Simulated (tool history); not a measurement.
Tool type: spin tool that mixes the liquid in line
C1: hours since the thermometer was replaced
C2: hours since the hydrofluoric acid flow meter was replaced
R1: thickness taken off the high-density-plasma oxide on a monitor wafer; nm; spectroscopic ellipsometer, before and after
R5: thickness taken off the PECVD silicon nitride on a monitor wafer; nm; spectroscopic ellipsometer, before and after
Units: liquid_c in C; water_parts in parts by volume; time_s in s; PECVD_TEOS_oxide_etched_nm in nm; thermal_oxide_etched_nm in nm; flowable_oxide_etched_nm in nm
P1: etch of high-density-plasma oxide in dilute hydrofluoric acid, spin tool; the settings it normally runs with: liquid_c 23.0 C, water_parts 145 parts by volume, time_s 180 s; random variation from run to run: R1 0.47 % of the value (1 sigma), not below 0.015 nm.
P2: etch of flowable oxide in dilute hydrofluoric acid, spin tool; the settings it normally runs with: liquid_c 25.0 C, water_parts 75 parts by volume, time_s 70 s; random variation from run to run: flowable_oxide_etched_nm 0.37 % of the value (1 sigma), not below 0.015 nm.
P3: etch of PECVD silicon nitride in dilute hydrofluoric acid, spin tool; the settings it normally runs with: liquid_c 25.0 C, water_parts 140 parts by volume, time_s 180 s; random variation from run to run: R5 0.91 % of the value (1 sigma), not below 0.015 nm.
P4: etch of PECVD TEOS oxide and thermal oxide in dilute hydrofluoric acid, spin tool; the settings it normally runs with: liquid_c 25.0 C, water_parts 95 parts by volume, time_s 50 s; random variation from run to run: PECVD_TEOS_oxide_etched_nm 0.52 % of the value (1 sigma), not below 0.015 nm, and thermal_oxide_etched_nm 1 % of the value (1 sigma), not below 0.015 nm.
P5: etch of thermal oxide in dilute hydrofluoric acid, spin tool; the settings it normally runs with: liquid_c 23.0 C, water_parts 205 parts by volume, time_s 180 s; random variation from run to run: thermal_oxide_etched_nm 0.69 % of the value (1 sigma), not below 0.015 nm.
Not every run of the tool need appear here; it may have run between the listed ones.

Run 1, day 0.596: process P1, liquid_c 23.0 C, water_parts 145 parts by volume, time_s 180 s; C1 1312.5; C2 1274.2. Result: R1 6.87930 nm.
Run 2, day 0.946: process P4, liquid_c 32.5 C, water_parts 95 parts by volume, time_s 50 s; C1 1320.9; C2 1282.6. Result: PECVD_TEOS_oxide_etched_nm 16.3640 nm, thermal_oxide_etched_nm 3.27900 nm.
Run 3, day 1.246: process P1, liquid_c 23.0 C, water_parts 145 parts by volume, time_s 180 s; C1 1328.1; C2 1289.8. Result: R1 6.89030 nm.
Run 4, day 1.679: process P1, liquid_c 23.0 C, water_parts 145 parts by volume, time_s 180 s; C1 1338.5; C2 1300.2. Result: R1 6.86860 nm.
Run 5, day 2.146: process P2, liquid_c 25.0 C, water_parts 75 parts by volume, time_s 70 s; C1 1349.7; C2 1311.4. Result: flowable_oxide_etched_nm 45.0990 nm.
Run 6, day 2.617: process P2, liquid_c 32.5 C, water_parts 75 parts by volume, time_s 70 s; C1 1361.0; C2 1322.7. Result: flowable_oxide_etched_nm 60.6370 nm.
Run 7, day 3.008: process P4, liquid_c 25.0 C, water_parts 95 parts by volume, time_s 15 s; C1 1370.4; C2 1332.1. Result: PECVD_TEOS_oxide_etched_nm 3.6836 nm, thermal_oxide_etched_nm 0.75825 nm.
Run 8, day 3.479: process P4, liquid_c 25.0 C, water_parts 35 parts by volume, time_s 50 s; C1 1381.7; C2 1343.4. Result: PECVD_TEOS_oxide_etched_nm 36.1840 nm, thermal_oxide_etched_nm 7.53540 nm.
Run 9, day 3.746: process P1, liquid_c 23.0 C, water_parts 145 parts by volume, time_s 180 s; C1 1388.1; C2 1349.8. Result: R1 6.92060 nm.
Run 10, day 4.258: process P1, liquid_c 23.0 C, water_parts 145 parts by volume, time_s 70 s; C1 1400.4; C2 1362.1. Result: R1 2.69340 nm.
Run 11, day 4.612: process P5, liquid_c 31.5 C, water_parts 205 parts by volume, time_s 180 s; C1 1408.9; C2 1370.6. Result: thermal_oxide_etched_nm 4.74250 nm.
Run 12, day 5.188: process P3, liquid_c 25.0 C, water_parts 235 parts by volume, time_s 180 s; C1 1422.7; C2 1384.4. Result: R5 1.7535 nm.
Run 13, day 5.579: process P1, liquid_c 30.0 C, water_parts 145 parts by volume, time_s 180 s; C1 1432.1; C2 1393.8. Result: R1 8.99920 nm.
Run 14, day 6.067: process P1, liquid_c 23.0 C, water_parts 45 parts by volume, time_s 65 s; C1 1443.8; C2 1405.5. Result: R1 9.03030 nm.
Run 15, day 6.400: process P4, liquid_c 25.0 C, water_parts 95 parts by volume, time_s 50 s; C1 1451.8; C2 1413.5. Result: PECVD_TEOS_oxide_etched_nm 12.2670 nm, thermal_oxide_etched_nm 2.46100 nm.
Run 16, day 6.988: process P1, liquid_c 17.0 C, water_parts 145 parts by volume, time_s 30 s; C1 1465.9; C2 1427.6. Result: R1 0.89597 nm.
Run 17, day 7.562: process P5, liquid_c 23.0 C, water_parts 205 parts by volume, time_s 180 s; C1 1479.7; C2 1441.4. Result: thermal_oxide_etched_nm 3.50910 nm.
Run 18, day 7.858: process P3, liquid_c 19.5 C, water_parts 140 parts by volume, time_s 180 s; C1 1486.8; C2 1448.5. Result: R5 2.0516 nm.
Run 19, day 8.433: process P3, liquid_c 25.0 C, water_parts 140 parts by volume, time_s 85 s; C1 1500.6; C2 1462.3. Result: R5 1.4002 nm.
Run 20, day 8.804: process P2, liquid_c 25.0 C, water_parts 115 parts by volume, time_s 70 s; C1 1509.5; C2 1471.2. Result: flowable_oxide_etched_nm 27.9340 nm.
Run 21, day 9.138: process P5, liquid_c 23.0 C, water_parts 80 parts by volume, time_s 180 s; C1 1517.5; C2 1479.2. Result: thermal_oxide_etched_nm 10.33900 nm.
Run 22, day 9.417: process P1, liquid_c 17.0 C, water_parts 145 parts by volume, time_s 180 s; C1 1524.2; C2 1485.9. Result: R1 5.40070 nm.
Run 23, day 9.821: process P2, liquid_c 25.0 C, water_parts 75 parts by volume, time_s 15 s; C1 1533.9; C2 1495.6. Result: flowable_oxide_etched_nm 9.7276 nm.
At day 10.225: thermometer replaced.
Run 24, day 10.379: process P1, liquid_c 23.0 C, water_parts 90 parts by volume, time_s 180 s; C1 3.8; C2 1509.0. Result: R1 11.86500 nm.
Run 25, day 10.654: process P3, liquid_c 25.0 C, water_parts 140 parts by volume, time_s 180 s; C1 10.4; C2 1515.6. Result: R5 2.9791 nm.
Run 26, day 11.212: process P1, liquid_c 23.0 C, water_parts 240 parts by volume, time_s 180 s; C1 23.8; C2 1529.0. Result: R1 3.72310 nm.
Run 27, day 11.533: process P5, liquid_c 23.0 C, water_parts 205 parts by volume, time_s 20 s; C1 31.5; C2 1536.7. Result: thermal_oxide_etched_nm 0.40221 nm.
Run 28, day 11.983: process P1, liquid_c 23.0 C, water_parts 145 parts by volume, time_s 270 s; C1 42.3; C2 1547.5. Result: R1 10.41200 nm.
Run 29, day 12.308: process P1, liquid_c 23.0 C, water_parts 145 parts by volume, time_s 180 s; C1 50.1; C2 1555.3. Result: R1 6.89650 nm.
Run 30, day 12.588: process P1, liquid_c 23.0 C, water_parts 145 parts by volume, time_s 180 s; C1 56.8; C2 1562.0. Result: R1 6.70140 nm.
Run 31, day 13.192: process P1, liquid_c 23.0 C, water_parts 145 parts by volume, time_s 180 s; C1 71.3; C2 1576.5. Result: R1 6.47530 nm.
Run 32, day 13.729: process P1, liquid_c 23.0 C, water_parts 145 parts by volume, time_s 180 s; C1 84.2; C2 1589.4. Result: R1 6.34950 nm.
Run 33, day 14.262: process P1, liquid_c 23.0 C, water_parts 145 parts by volume, time_s 180 s; C1 97.0; C2 1602.2. Result: R1 6.34520 nm.
Run 34, day 14.550: process P1, liquid_c 23.0 C, water_parts 145 parts by volume, time_s 180 s; C1 103.9; C2 1609.1. Result: R1 6.34100 nm.
Run 35, day 14.979: process P1, liquid_c 23.0 C, water_parts 145 parts by volume, time_s 180 s; C1 114.2; C2 1619.4. Result: R1 6.25490 nm.
Run 36, day 15.454: process P1, liquid_c 23.0 C, water_parts 145 parts by volume, time_s 180 s; C1 125.6; C2 1630.8. Result: R1 6.32820 nm.

P1 no longer gives what it gave before; its output has crept away from where it was. The following 2 causes, each at its listed size, fit the log equally well:
A: hydrofluoric acid flow below the setpoint (%) = 7.19
B: liquid colder than its thermometer reads (K) = 2.23
The process output started creeping at around day 12.308.

Below are 4 check runs, each averaged over 2 wafers, with their results shown as question marks. Which of them would give clearly different results depending on which cause is behind the drift?
Run check 1, day 15.929: process P2, liquid_c 31.5 C, water_parts 100 parts by volume, time_s 70 s. Result: flowable_oxide_etched_nm ?.
Run check 2, day 15.929: process P5, liquid_c 23.0 C, water_parts 95 parts by volume, time_s 65 s. Result: thermal_oxide_etched_nm ?.
Run check 3, day 15.929: process P4, liquid_c 31.0 C, water_parts 55 parts by volume, time_s 50 s. Result: PECVD_TEOS_oxide_etched_nm ?, thermal_oxide_etched_nm ?.
Run check 4, day 15.929: process P3, liquid_c 20.5 C, water_parts 195 parts by volume, time_s 180 s. Result: R5 ?.

Predicted outcomes, by check and by cause:
  check                      result     if A     if B
check 1    flowable_oxide_etched_nm  38.5430  38.6430
check 2     thermal_oxide_etched_nm  2.84990  2.83030
check 3  PECVD_TEOS_oxide_etched_nm  26.0940  25.9390
check 3     thermal_oxide_etched_nm  5.29980  5.26840
check 4                          R5   1.4849   1.3779
Per check, the gap between the least separated pair of causes, taken in the result that splits them most: check 1 0.26 %; check 2 0.69 %; check 3 0.59 %; check 4 7.48 %
Check 4 distinguishes between the causes, while the remaining checks would return nearly the same result for all of them.

Here is what check 4 returned: R5 1.5045 nm. Which cause is it?

The cause is A: hydrofluoric acid flow below the setpoint (%).
